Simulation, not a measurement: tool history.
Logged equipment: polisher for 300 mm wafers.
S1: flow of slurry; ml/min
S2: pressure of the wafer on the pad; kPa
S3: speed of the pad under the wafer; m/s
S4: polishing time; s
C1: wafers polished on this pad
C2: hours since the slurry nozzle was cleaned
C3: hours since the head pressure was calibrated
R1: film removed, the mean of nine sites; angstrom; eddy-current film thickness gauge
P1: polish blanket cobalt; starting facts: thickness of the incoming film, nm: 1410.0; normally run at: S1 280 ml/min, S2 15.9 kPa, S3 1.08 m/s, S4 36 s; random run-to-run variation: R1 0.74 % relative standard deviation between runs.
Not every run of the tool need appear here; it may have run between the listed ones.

run	hour	S1	S2	S3	S4	C1	C2	C3	R1
1	12.3	280	15.9	1.08	36	420	37.7	972.5	2139.90
2	20.9	280	15.9	1.40	36	484	46.3	981.1	2739.00
3	32.9	280	15.9	1.08	36	575	58.3	993.1	2142.00
4	43.0	170	15.9	1.08	48	651	68.4	1003.2	2709.30
5	53.5	280	15.9	1.08	36	730	78.9	1013.7	2162.50
6	60.9	280	15.9	0.64	36	786	86.3	1021.1	1279.40
7	68.1	280	23.4	1.08	36	840	93.5	1028.3	3189.20
8	76.4	280	15.9	1.08	36	902	101.8	1036.6	2108.10
9	85.3	395	15.9	1.08	36	969	110.7	1045.5	2193.20
10	100.0	170	15.9	1.08	36	1080	125.4	1060.2	2041.30
11	108.0	420	15.9	0.84	36	1140	133.4	1068.2	1718.00
12	120.1	280	9.7	1.08	36	1232	145.5	1080.3	1302.70
13	131.5	280	15.9	1.08	52	1317	156.9	1091.7	3063.50
14	138.6	280	15.9	1.08	16	1371	164.0	1098.8	953.62
15	149.5	280	15.9	1.08	36	1453	174.9	1109.7	2117.20
16	158.1	280	15.9	1.08	36	1518	183.5	1118.3	2128.20
17	168.8	280	15.9	1.08	36	1598	194.2	1129.0	2090.20
18	176.6	280	15.9	1.08	36	1657	202.0	1136.8	2052.90
19	190.1	280	15.9	1.08	36	1759	215.5	1150.3	2073.60
20	198.3	280	15.9	1.08	36	1820	223.7	1158.5	2040.20
21	212.8	280	15.9	1.08	36	1930	238.2	1173.0	2059.70
# hour 225.8: worn pad replaced by a new one
22	227.4	280	15.9	1.08	36	12	252.8	1187.6	2037.90
23	240.5	280	15.9	1.08	36	111	265.9	1200.7	2027.60
24	251.2	280	15.9	1.08	36	191	276.6	1211.4	2013.70
25	258.2	280	15.9	1.08	36	244	283.6	1218.4	2048.70

The log shows P1 creeping away from where it was. Any of the 2 causes listed here, at the size stated for it, fits the log just as well as the others:
A: slurry flow missing at the pad, % = 38.1
B: head's pressure below its setpoint, % = 5.7
Onset of the creep was near hour 158.1.
What rules out each remaining cause:
removal rate lost through wear of the pad, %: serviced after onset, at hour 225.8, with no recovery of the prior output

Consider the 4 check runs below, whose results appear as question marks and each of which averages 3 wafers. Which one distinguishes the causes, in that each cause would give it a clearly different result?
check 1	265.2	280	11.7	1.08	17				?
check 2	265.2	280	15.9	1.08	22				?
check 3	265.2	170	15.9	1.08	49				?
check 4	265.2	280	15.9	0.84	36				?

Outcome of each check run for each possible cause:
check	result	if A	if B
check 1	R1	704.78	704.84
check 2	R1	1234.00	1234.10
check 3	R1	2495.90	2584.00
check 4	R1	1570.50	1570.60
Separation of the two closest causes in each check, using whichever result separates them best: check 1 0.01 %; check 2 0.01 %; check 3 3.47 %; check 4 0.01 %
Check 3 distinguishes between the causes, while the remaining checks would return nearly the same result for all of them.

After running check 3, the following was obtained: R1 2507.60 angstrom. Which cause does this point to?

It is A: slurry flow missing at the pad, %.
